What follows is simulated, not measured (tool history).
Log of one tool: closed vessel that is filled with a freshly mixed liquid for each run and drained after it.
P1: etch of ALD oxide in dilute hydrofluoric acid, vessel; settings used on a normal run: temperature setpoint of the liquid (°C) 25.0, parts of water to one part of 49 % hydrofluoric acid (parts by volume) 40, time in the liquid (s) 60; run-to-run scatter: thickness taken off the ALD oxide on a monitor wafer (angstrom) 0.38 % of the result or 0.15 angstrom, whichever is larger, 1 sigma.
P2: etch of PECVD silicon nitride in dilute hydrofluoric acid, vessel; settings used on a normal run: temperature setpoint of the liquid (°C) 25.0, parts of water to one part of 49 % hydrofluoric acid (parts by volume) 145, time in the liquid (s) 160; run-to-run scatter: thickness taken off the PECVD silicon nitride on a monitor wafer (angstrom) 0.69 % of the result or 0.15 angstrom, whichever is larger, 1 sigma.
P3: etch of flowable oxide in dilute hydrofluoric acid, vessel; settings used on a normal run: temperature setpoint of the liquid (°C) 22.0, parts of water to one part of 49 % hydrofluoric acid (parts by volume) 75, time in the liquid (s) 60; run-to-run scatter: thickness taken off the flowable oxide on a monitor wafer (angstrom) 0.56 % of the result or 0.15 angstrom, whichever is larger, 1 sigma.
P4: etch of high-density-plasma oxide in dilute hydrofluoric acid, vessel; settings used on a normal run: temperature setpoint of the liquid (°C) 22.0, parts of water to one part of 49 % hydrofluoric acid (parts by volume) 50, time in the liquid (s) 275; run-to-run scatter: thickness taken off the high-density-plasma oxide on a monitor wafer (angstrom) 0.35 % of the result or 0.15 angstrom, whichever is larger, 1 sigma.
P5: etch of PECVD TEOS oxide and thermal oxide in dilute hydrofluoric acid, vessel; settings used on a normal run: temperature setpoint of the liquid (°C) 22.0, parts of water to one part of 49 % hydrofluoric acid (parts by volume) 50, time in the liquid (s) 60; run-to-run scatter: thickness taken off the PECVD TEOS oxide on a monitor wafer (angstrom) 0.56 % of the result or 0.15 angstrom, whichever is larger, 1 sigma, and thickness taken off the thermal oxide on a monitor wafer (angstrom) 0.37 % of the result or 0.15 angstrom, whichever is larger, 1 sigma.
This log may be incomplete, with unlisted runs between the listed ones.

run   hour  process that ran  temperature setpoint of the liquid (°C)  parts of water to one part of 49 % hydrofluoric acid (parts by volume)  time in the liquid (s)  thickness taken off the ALD oxide on a monitor wafer (angstrom)  thickness taken off the high-density-plasma oxide on a monitor wafer (angstrom)  thickness taken off the PECVD TEOS oxide on a monitor wafer (angstrom)  thickness taken off the thermal oxide on a monitor wafer (angstrom)  thickness taken off the PECVD silicon nitride on a monitor wafer (angstrom)  thickness taken off the flowable oxide on a monitor wafer (angstrom)
  1   13.3                P1                                     25.0                                                                      40                      60                                                           310.51
  2   22.2                P4                                     22.0                                                                      50                     275                                                                                                                                            381.39
  3   34.9                P1                                     25.0                                                                      70                      60                                                           170.03
  4   44.1                P5                                     22.0                                                                      50                      60                                                                                                                                                                                                                    173.95                                                               57.430
  5   57.7                P5                                     22.0                                                                      50                     120                                                                                                                                                                                                                    348.79                                                              113.920
  6   71.6                P1                                     18.5                                                                      40                      60                                                           235.81
  7   79.6                P1                                     32.5                                                                      40                      60                                                           418.63
  8   90.4                P4                                     22.0                                                                      50                     275                                                                                                                                            379.91
  9   99.9                P2                                     25.0                                                                     145                     160                                                                                                                                                                                                                                                                                                                                                                      40.784
 10  113.9                P1                                     25.0                                                                      40                     115                                                           594.68
 11  125.2                P3                                     22.0                                                                      75                      60                                                                                                                                                                                                                                                                                                                                                                                                                                            344.26
 12  136.9                P3                                     22.0                                                                      75                      30                                                                                                                                                                                                                                                                                                                                                                                                                                            169.96
 13  149.7                P4                                     22.0                                                                      25                     275                                                                                                                                            789.90
 14  164.3                P2                                     25.0                                                                     145                     315                                                                                                                                                                                                                                                                                                                                                                      80.280
 15  171.5                P1                                     25.0                                                                      40                      30                                                           155.88
 16  179.5                P1                                     21.0                                                                      25                      60                                                           427.16
 17  193.9                P1                                     25.0                                                                      25                      60                                                           509.64
 18  205.1                P3                                     27.5                                                                      75                      60                                                                                                                                                                                                                                                                                                                                                                                                                                            429.09
     205.2  -- thermometer replaced
 19  219.2                P2                                     17.0                                                                     145                     160                                                                                                                                                                                                                                                                                                                                                                      23.902
 20  228.8                P1                                     32.5                                                                      40                      35                                                           245.35
 21  242.8                P3                                     22.0                                                                     110                      60                                                                                                                                                                                                                                                                                                                                                                                                                                            225.33
 22  253.6                P1                                     25.0                                                                      40                      60                                                           309.42
 23  265.6                P1                                     25.0                                                                      40                      60                                                           308.84
 24  276.5                P2                                     25.0                                                                     255                     160                                                                                                                                                                                                                                                                                                                                                                      22.989
 25  285.8                P4                                     22.0                                                                      50                      80                                                                                                                                            110.87
 26  295.2                P1                                     25.0                                                                      40                      60                                                           309.72
 27  303.8                P1                                     30.5                                                                      40                     100                                                           644.69
 28  318.4                P5                                     22.0                                                                      75                      60                                                                                                                                                                                                                    113.42                                                               37.086
 29  331.5                P4                                     17.0                                                                      50                     275                                                                                                                                            307.27
 30  345.2                P1                                     25.0                                                                      40                      60                                                           311.00
 31  359.3                P5                                     17.0                                                                      50                      60                                                                                                                                                                                                                    139.65                                                               46.260
 32  372.4                P1                                     25.0                                                                      40                      60                                                           309.38
 33  382.0                P1                                     25.0                                                                      40                      60                                                           317.39
 34  395.5                P1                                     25.0                                                                      40                      60                                                           321.82
 35  403.2                P1                                     25.0                                                                      40                      60                                                           327.05

Run 36 is up next; what results do you expect?
 36  414.1                P1                                     25.0                                                                      40                      60                                                                ?

{"run 36": {"thickness taken off the ALD oxide on a monitor wafer (angstrom)": 328.65}}
